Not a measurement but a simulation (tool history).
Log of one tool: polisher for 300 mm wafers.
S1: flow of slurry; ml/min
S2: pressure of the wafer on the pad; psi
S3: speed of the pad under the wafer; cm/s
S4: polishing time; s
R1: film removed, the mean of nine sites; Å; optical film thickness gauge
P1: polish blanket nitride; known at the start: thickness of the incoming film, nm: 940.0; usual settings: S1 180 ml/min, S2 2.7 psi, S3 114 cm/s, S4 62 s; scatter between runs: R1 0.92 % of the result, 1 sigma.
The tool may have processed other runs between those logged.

run 1 day=0.321 | S1=180 S2=2.7 S3=114 S4=62 | R1=936.77
run 2 day=0.875 | S1=180 S2=2.7 S3=166 S4=62 | R1=1279.2
run 3 day=1.171 | S1=180 S2=2.7 S3=78 S4=62 | R1=696.62
run 4 day=1.758 | S1=235 S2=2.7 S3=114 S4=62 | R1=1002
run 5 day=2.242 | S1=180 S2=2.7 S3=114 S4=28 | R1=427.61
run 6 day=2.746 | S1=180 S2=3.9 S3=114 S4=62 | R1=1351.9
run 7 day=3.083 | S1=180 S2=2.7 S3=114 S4=95 | R1=1443.8
run 8 day=3.496 | S1=180 S2=2.7 S3=114 S4=62 | R1=945.2
run 9 day=4.012 | S1=110 S2=2.7 S3=60 S4=62 | R1=518.39
run 10 day=4.554 | S1=110 S2=2.7 S3=58 S4=62 | R1=505.55
run 11 day=4.95 | S1=110 S2=2.7 S3=114 S4=62 | R1=862.92
run 12 day=5.338 | S1=180 S2=2.7 S3=114 S4=62 | R1=937.25
run 13 day=5.729 | S1=180 S2=1.3 S3=114 S4=31 | R1=226.19
run 14 day=6.062 | S1=180 S2=2.7 S3=114 S4=62 | R1=954.12
run 15 day=6.6 | S1=180 S2=1.3 S3=114 S4=62 | R1=454.33
run 16 day=6.946 | S1=180 S2=2.7 S3=114 S4=62 | R1=939.87
run 17 day=7.296 | S1=180 S2=2.7 S3=114 S4=62 | R1=947.22
run 18 day=7.854 | S1=180 S2=2.7 S3=114 S4=62 | R1=922.34
run 19 day=8.333 | S1=180 S2=2.7 S3=114 S4=62 | R1=919.13
run 20 day=8.642 | S1=180 S2=2.7 S3=114 S4=62 | R1=908.02
-- day=8.883 worn pad replaced by a new one
run 21 day=9.133 | S1=180 S2=2.7 S3=114 S4=62 | R1=886.97

Run 22 is up next; what results do you expect?
run 22 day=9.662 | S1=180 S2=2.7 S3=114 S4=62 | R1=?

For run 22 the tool returned R1 907.09 Å.
